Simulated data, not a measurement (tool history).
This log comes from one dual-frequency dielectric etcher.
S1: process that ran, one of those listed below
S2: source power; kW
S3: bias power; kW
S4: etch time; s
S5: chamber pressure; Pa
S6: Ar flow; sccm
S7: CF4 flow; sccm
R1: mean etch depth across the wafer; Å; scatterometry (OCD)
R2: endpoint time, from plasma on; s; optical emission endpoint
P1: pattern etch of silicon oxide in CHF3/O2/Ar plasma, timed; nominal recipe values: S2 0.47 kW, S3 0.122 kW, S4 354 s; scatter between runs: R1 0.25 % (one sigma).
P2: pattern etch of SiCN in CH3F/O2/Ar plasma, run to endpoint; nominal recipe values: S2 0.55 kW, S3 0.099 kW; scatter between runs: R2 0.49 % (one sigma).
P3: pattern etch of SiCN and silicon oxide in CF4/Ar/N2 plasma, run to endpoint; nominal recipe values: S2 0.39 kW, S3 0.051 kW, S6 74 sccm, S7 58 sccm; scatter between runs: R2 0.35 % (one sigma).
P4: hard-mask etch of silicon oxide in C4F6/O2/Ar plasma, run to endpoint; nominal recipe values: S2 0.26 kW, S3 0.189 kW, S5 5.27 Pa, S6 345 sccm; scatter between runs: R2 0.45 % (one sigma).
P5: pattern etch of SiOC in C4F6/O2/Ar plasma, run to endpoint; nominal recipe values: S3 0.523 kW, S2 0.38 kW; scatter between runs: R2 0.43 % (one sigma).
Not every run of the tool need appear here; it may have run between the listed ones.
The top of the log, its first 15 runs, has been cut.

run    day  S1    S2     S3   S4    S5   S6  S7      R1      R2
 16  2.758  P4  0.26  0.236       5.27  345              63.892
       2.8  -- bias power generator calibrated
 17  2.904  P2  0.55  0.099                              12.471
 18  3.112  P1  0.47  0.122  218                 3395.2
 19  3.325  P3  0.56  0.051              74  58          15.082
 20  3.438  P5  0.38  0.523                              15.262
 21  3.571  P2  0.55  0.139                              10.877
 22  3.688  P1  0.47  0.168  354                 6130.7
 23  3.904  P1  0.47  0.122  354                 5513.4
 24  4.079  P1   0.3  0.122  354                 4635.5
 25  4.312  P1  0.47  0.122  354                 5526.7
 26  4.425  P5  0.38    0.7                              13.788
     4.638  -- source power generator calibrated
 27   4.65  P2  0.55  0.099                              12.371
 28  4.804  P3  0.39  0.051              74  58          21.003
 29  4.958  P5  0.38  0.523                              15.384
 30  5.112  P1  0.64  0.122  354                 6245.7
 31  5.338  P1  0.32  0.102  354                 4510.2

What does the tool deliver on the next run?
 32  5.558  P4  0.26  0.189      5.27  345           ?

R2: 68.709 s

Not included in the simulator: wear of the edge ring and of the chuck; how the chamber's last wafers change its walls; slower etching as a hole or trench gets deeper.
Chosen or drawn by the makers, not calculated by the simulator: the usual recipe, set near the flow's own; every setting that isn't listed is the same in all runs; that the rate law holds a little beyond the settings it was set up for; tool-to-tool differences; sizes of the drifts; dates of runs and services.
